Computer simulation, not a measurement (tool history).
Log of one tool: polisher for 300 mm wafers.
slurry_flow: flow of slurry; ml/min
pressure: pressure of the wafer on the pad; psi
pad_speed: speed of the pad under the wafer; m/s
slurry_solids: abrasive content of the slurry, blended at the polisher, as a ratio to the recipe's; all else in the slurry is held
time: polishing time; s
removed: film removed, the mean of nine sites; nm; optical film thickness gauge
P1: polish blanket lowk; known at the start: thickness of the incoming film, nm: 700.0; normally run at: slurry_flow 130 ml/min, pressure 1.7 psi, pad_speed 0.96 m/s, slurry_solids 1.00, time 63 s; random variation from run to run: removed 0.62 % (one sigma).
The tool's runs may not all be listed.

| run | day | slurry_flow | pressure | pad_speed | slurry_solids | time | wafers polished on this pad | hours since the slurry nozzle was cleaned | hours since the head pressure was calibrated | hours since the slurry blender was calibrated | hours since the conditioning disc was replaced | removed |
|---|---|---|---|---|---|---|---|---|---|---|---|---|
| 1 | 0.171 | 130 | 1.7 | 0.96 | 1.00 | 63 | 594 | 227.6 | 595.5 | 28.9 | 207.8 | 21.8370 |
| 2 | 0.433 | 130 | 1.7 | 0.96 | 1.35 | 63 | 653 | 233.9 | 601.8 | 35.2 | 214.1 | 24.8320 |
| 3 | 0.650 | 130 | 1.7 | 0.62 | 1.00 | 80 | 701 | 239.1 | 607.0 | 40.4 | 219.3 | 19.5030 |
| 4 | 0.917 | 130 | 1.7 | 0.96 | 1.00 | 63 | 761 | 245.5 | 613.4 | 46.8 | 225.7 | 21.8480 |
| 5 | 1.112 | 130 | 1.7 | 0.96 | 1.00 | 85 | 804 | 250.2 | 618.1 | 51.5 | 230.4 | 28.9130 |
| 6 | 1.308 | 130 | 1.7 | 0.96 | 1.00 | 63 | 848 | 254.9 | 622.8 | 56.2 | 235.1 | 21.6830 |
| 7 | 1.542 | 130 | 1.7 | 1.20 | 1.00 | 63 | 900 | 260.5 | 628.4 | 61.8 | 240.7 | 25.7350 |
| 8 | 1.883 | 130 | 0.8 | 0.96 | 1.00 | 63 | 977 | 268.7 | 636.6 | 70.0 | 248.9 | 10.2180 |
| 9 | 2.167 | 130 | 2.3 | 0.96 | 1.00 | 96 | 1040 | 275.5 | 643.4 | 76.8 | 255.7 | 44.7600 |
| 10 | 2.521 | 80 | 1.7 | 0.96 | 1.00 | 63 | 1119 | 284.0 | 651.9 | 85.3 | 264.2 | 19.1580 |
| 11 | 2.688 | 165 | 1.7 | 0.96 | 1.00 | 63 | 1156 | 288.0 | 655.9 | 89.3 | 268.2 | 22.7610 |
| 12 | 2.929 | 130 | 1.7 | 0.96 | 1.00 | 28 | 1210 | 293.8 | 661.7 | 95.1 | 274.0 | 9.5695 |
| 13 | 3.262 | 130 | 1.7 | 0.96 | 0.50 | 63 | 1285 | 301.8 | 669.7 | 103.1 | 282.0 | 14.8170 |
| 14 | 3.512 | 80 | 0.8 | 0.96 | 1.00 | 63 | 1340 | 307.8 | 675.7 | 109.1 | 288.0 | 8.9947 |
| 15 | 3.817 | 130 | 1.7 | 0.44 | 1.00 | 63 | 1408 | 315.1 | 683.0 | 116.4 | 295.3 | 11.6680 |
| 16 | 3.988 | 130 | 1.7 | 0.96 | 1.00 | 63 | 1446 | 319.2 | 687.1 | 120.5 | 299.4 | 21.6940 |
| 17 | 4.350 | 130 | 2.7 | 0.96 | 1.00 | 63 | 1527 | 327.9 | 695.8 | 129.2 | 308.1 | 34.0200 |
| 18 | 4.625 | 130 | 1.7 | 0.96 | 1.00 | 63 | 1589 | 334.5 | 702.4 | 135.8 | 314.7 | 21.8410 |
| 19 | 4.983 | 130 | 1.7 | 0.96 | 1.00 | 63 | 1669 | 343.1 | 711.0 | 144.4 | 323.3 | 20.5070 |
| 20 | 5.242 | 130 | 1.7 | 0.96 | 1.00 | 63 | 1727 | 349.3 | 717.2 | 150.6 | 329.5 | 19.9500 |
| 21 | 5.425 | 130 | 1.7 | 0.96 | 1.00 | 63 | 1768 | 353.7 | 721.6 | 155.0 | 333.9 | 19.8250 |
| 22 | 5.733 | 130 | 1.7 | 0.96 | 1.00 | 63 | 1836 | 361.1 | 729.0 | 162.4 | 341.3 | 19.4890 |
|  | 5.742 | slurry blender recalibrated |
|  | 5.762 | conditioning disc replaced and pad reconditioned |
| 23 | 5.912 | 130 | 1.7 | 0.96 | 1.00 | 63 | 1876 | 365.4 | 733.3 | 4.2 | 3.7 | 19.2530 |
|  | 5.942 | worn pad replaced by a new one |
| 24 | 6.158 | 130 | 1.7 | 0.96 | 1.00 | 63 | 48 | 371.3 | 739.2 | 10.1 | 9.6 | 19.2560 |
| 25 | 6.521 | 130 | 1.7 | 0.96 | 1.00 | 63 | 129 | 380.0 | 747.9 | 18.8 | 18.3 | 19.4300 |

What P1 gives has crept away from where it was. These 2 causes fit the log equally well, each at the size given:
A: slurry flow missing at the pad, % = 38.9
B: head's pressure below its setpoint, % = 11.5
The creep began at about day 4.625.
Why every other cause is out:
removal rate lost through wear of the pad, %: serviced at day 5.942, which brought nothing back
abrasive missing from the slurry, %: serviced at day 5.742, which brought nothing back
time polished since the conditioner stopped cutting, s: serviced at day 5.762, which brought nothing back

4 check runs are offered, one wafer each, their results left as question marks. Which one tells the causes apart?
| check 1 | 6.883 | 130 | 1.7 | 0.48 | 1.00 | 63 |  |  |  |  |  | ? |
| check 2 | 6.883 | 130 | 1.7 | 0.96 | 0.60 | 63 |  |  |  |  |  | ? |
| check 3 | 6.883 | 130 | 1.7 | 0.60 | 1.00 | 63 |  |  |  |  |  | ? |
| check 4 | 6.883 | 85 | 1.7 | 0.96 | 1.00 | 46 |  |  |  |  |  | ? |

What each check would give under each cause:
| check | result | if A | if B |
|---|---|---|---|
| check 1 | removed | 11.0120 | 11.0050 |
| check 2 | removed | 14.7140 | 14.7050 |
| check 3 | removed | 13.1640 | 13.1560 |
| check 4 | removed | 11.9930 | 12.6400 |
How far apart the two closest causes lie, in the result that separates them most: check 1 0.06 %; check 2 0.06 %; check 3 0.06 %; check 4 5.25 %
Check 4 tells the causes apart: in the others they would give nearly the same result.

Check 4 was then run and gave: removed 11.9340 nm. Which cause is it?

It is A: slurry flow missing at the pad, %.
